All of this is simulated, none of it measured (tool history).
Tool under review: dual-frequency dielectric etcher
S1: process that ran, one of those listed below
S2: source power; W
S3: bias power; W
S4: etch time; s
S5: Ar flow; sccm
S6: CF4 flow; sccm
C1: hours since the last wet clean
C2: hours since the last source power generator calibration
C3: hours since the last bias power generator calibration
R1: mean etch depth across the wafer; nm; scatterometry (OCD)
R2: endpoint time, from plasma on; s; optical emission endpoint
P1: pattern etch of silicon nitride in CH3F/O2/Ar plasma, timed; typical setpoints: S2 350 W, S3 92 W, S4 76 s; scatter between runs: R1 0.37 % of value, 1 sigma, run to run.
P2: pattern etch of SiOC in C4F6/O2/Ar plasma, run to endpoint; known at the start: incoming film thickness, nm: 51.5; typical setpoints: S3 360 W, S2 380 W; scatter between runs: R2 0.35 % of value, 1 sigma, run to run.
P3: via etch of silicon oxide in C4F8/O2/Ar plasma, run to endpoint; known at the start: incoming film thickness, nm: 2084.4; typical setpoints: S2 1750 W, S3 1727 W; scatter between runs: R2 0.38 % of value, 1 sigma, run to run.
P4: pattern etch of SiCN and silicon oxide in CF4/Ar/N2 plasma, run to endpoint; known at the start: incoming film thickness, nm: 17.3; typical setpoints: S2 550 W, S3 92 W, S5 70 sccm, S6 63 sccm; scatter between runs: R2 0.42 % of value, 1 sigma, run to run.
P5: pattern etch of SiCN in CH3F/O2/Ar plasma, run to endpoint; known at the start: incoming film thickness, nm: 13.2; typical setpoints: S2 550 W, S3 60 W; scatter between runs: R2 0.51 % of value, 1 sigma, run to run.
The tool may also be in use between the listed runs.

| run | hour | S1 | S2 | S3 | S4 | S5 | S6 | C1 | C2 | C3 | R1 | R2 |
|---|---|---|---|---|---|---|---|---|---|---|---|---|
| 1 | 8.1 | P1 | 350 | 92 | 76 |  |  | 309.4 | 217.4 | 746.8 | 56.838 |  |
| 2 | 18.3 | P2 | 220 | 360 |  |  |  | 319.6 | 227.6 | 757 |  | 24.586 |
| 3 | 31.8 | P3 | 1750 | 1727 |  |  |  | 333.1 | 241.1 | 770.5 |  | 461.36 |
| 4 | 43.1 | P1 | 490 | 92 | 76 |  |  | 344.4 | 252.4 | 781.8 | 64.896 |  |
| 5 | 53.5 | P1 | 350 | 92 | 76 |  |  | 354.8 | 262.8 | 792.2 | 56.749 |  |
| 6 | 66.5 | P2 | 380 | 458 |  |  |  | 367.8 | 275.8 | 805.2 |  | 18.226 |
| 7 | 76.5 | P1 | 350 | 92 | 76 |  |  | 377.8 | 285.8 | 815.2 | 56.97 |  |
| 8 | 90.7 | P1 | 350 | 92 | 76 |  |  | 392 | 300 | 829.4 | 57.106 |  |
| 9 | 105 | P5 | 340 | 60 |  |  |  | 406.3 | 314.3 | 843.7 |  | 40.771 |
| 10 | 121.8 | P3 | 1030 | 1727 |  |  |  | 423.1 | 331.1 | 860.5 |  | 570.61 |
| 11 | 132.8 | P1 | 350 | 113 | 42 |  |  | 434.1 | 342.1 | 871.5 | 34.061 |  |
| 12 | 141.7 | P4 | 550 | 92 |  | 49 | 63 | 443 | 351 | 880.4 |  | 14.319 |
| 13 | 153.7 | P5 | 550 | 42 |  |  |  | 455 | 363 | 892.4 |  | 37.747 |
| 14 | 164.5 | P1 | 270 | 92 | 76 |  |  | 465.8 | 373.8 | 903.2 | 51.2 |  |
| 15 | 174.8 | P1 | 350 | 92 | 76 |  |  | 476.1 | 384.1 | 913.5 | 56.925 |  |
| 16 | 191.4 | P1 | 350 | 92 | 76 |  |  | 492.7 | 400.7 | 930.1 | 57.167 |  |
| 17 | 204.5 | P5 | 550 | 60 |  |  |  | 505.8 | 413.8 | 943.2 |  | 34.153 |
| 18 | 217.9 | P1 | 350 | 64 | 58 |  |  | 519.2 | 427.2 | 956.6 | 38.556 |  |
| 19 | 228.5 | P4 | 550 | 92 |  | 70 | 51 | 529.8 | 437.8 | 967.2 |  | 15.342 |
| 20 | 245.3 | P4 | 550 | 92 |  | 70 | 63 | 546.6 | 454.6 | 984 |  | 14.874 |
| 21 | 258.4 | P4 | 340 | 92 |  | 70 | 63 | 559.7 | 467.7 | 997.1 |  | 22.876 |
| 22 | 275.5 | P1 | 350 | 92 | 76 |  |  | 576.8 | 484.8 | 1014.2 | 56.917 |  |
| 23 | 288.9 | P1 | 350 | 92 | 55 |  |  | 590.2 | 498.2 | 1027.6 | 41.107 |  |
| 24 | 303.8 | P1 | 350 | 92 | 98 |  |  | 605.1 | 513.1 | 1042.5 | 73.497 |  |
| 25 | 312.8 | P4 | 550 | 92 |  | 70 | 63 | 614.1 | 522.1 | 1051.5 |  | 14.921 |
| 26 | 324 | P3 | 1750 | 1007 |  |  |  | 625.3 | 533.3 | 1062.7 |  | 532.34 |
| 27 | 333.8 | P1 | 350 | 71 | 76 |  |  | 635.1 | 543.1 | 1072.5 | 51.791 |  |
| 28 | 346.8 | P1 | 350 | 110 | 76 |  |  | 648.1 | 556.1 | 1085.5 | 60.915 |  |
| 29 | 358.9 | P1 | 350 | 124 | 59.5 |  |  | 660.2 | 568.2 | 1097.6 | 49.804 |  |
| 30 | 371.5 | P2 | 380 | 360 |  |  |  | 672.8 | 580.8 | 1110.2 |  | 19.94 |
| 31 | 381.6 | P4 | 550 | 116 |  | 70 | 63 | 682.9 | 590.9 | 1120.3 |  | 13.798 |
| 32 | 393.7 | P5 | 550 | 60 |  |  |  | 695 | 603 | 1132.4 |  | 33.935 |
| 33 | 404.5 | P1 | 350 | 92 | 76 |  |  | 705.8 | 613.8 | 1143.2 | 57.199 |  |
| 34 | 417 | P1 | 350 | 92 | 76 |  |  | 718.3 | 626.3 | 1155.7 | 56.615 |  |
| 35 | 431.9 | P1 | 350 | 92 | 76 |  |  | 733.2 | 641.2 | 1170.6 | 56.377 |  |
| 36 | 449.3 | P1 | 350 | 92 | 76 |  |  | 750.6 | 658.6 | 1188 | 55.686 |  |
| 37 | 460.6 | P1 | 350 | 92 | 76 |  |  | 761.9 | 669.9 | 1199.3 | 55.81 |  |
| 38 | 474.3 | P1 | 350 | 92 | 76 |  |  | 775.6 | 683.6 | 1213 | 55.84 |  |
| 39 | 484.7 | P1 | 350 | 92 | 76 |  |  | 786 | 694 | 1223.4 | 55.491 |  |
| 40 | 492.5 | P1 | 350 | 92 | 76 |  |  | 793.8 | 701.8 | 1231.2 | 55.806 |  |
|  | 497.4 | wet clean of the chamber |
| 41 | 509.7 | P1 | 350 | 92 | 76 |  |  | 12.3 | 719 | 1248.4 | 56.265 |  |
| 42 | 518.3 | P1 | 350 | 92 | 76 |  |  | 20.9 | 727.6 | 1257 | 55.629 |  |
| 43 | 528.9 | P1 | 350 | 92 | 76 |  |  | 31.5 | 738.2 | 1267.6 | 55.622 |  |
| 44 | 537.1 | P1 | 350 | 92 | 76 |  |  | 39.7 | 746.4 | 1275.8 | 56.137 |  |

P1 no longer gives what it gave before; its output has crept away from where it was. The following 2 causes, each at its listed size, fit the log equally well:
A: source power that arrives under what is set, % = 4.83
B: bias power that arrives under what is set, % = 4.96
The process output started creeping at around hour 404.5.
Every other cause this tool's parts could produce, and why it does not fit the log:
chamber walls in a state that lowers the etch rate, %: maintenance at hour 497.4, after the shift began, did not return the process to its former output

The list below offers 4 check runs, each averaging the results of 2 wafers, and shows each result as a question mark. For which of them would the listed causes give clearly different results?
| check 1 | 545.3 | P3 | 1430 | 1396 |  |  |  |  |  |  |  | ? |
| check 2 | 545.3 | P4 | 440 | 92 |  | 70 | 63 |  |  |  |  | ? |
| check 3 | 545.3 | P2 | 260 | 360 |  |  |  |  |  |  |  | ? |
| check 4 | 545.3 | P5 | 550 | 46 |  |  |  |  |  |  |  | ? |

If the cause were each of the candidates in turn, the checks would give the following:
| check | result | if A | if B |
|---|---|---|---|
| check 1 | R2 | 543.59 | 540.14 |
| check 2 | R2 | 19.013 | 18.521 |
| check 3 | R2 | 23.424 | 23.425 |
| check 4 | R2 | 37.674 | 37.527 |
Gap, in per cent, between the two causes that each check separates least, read from the result that separates them most: check 1 0.64 %; check 2 2.62 %; check 3 0 %; check 4 0.39 %
Check 2 tells the causes apart: in the others they would give nearly the same result.

Here is what check 2 returned: R2 18.576 s. Which cause is it?

B is the cause: bias power that arrives under what is set, %.
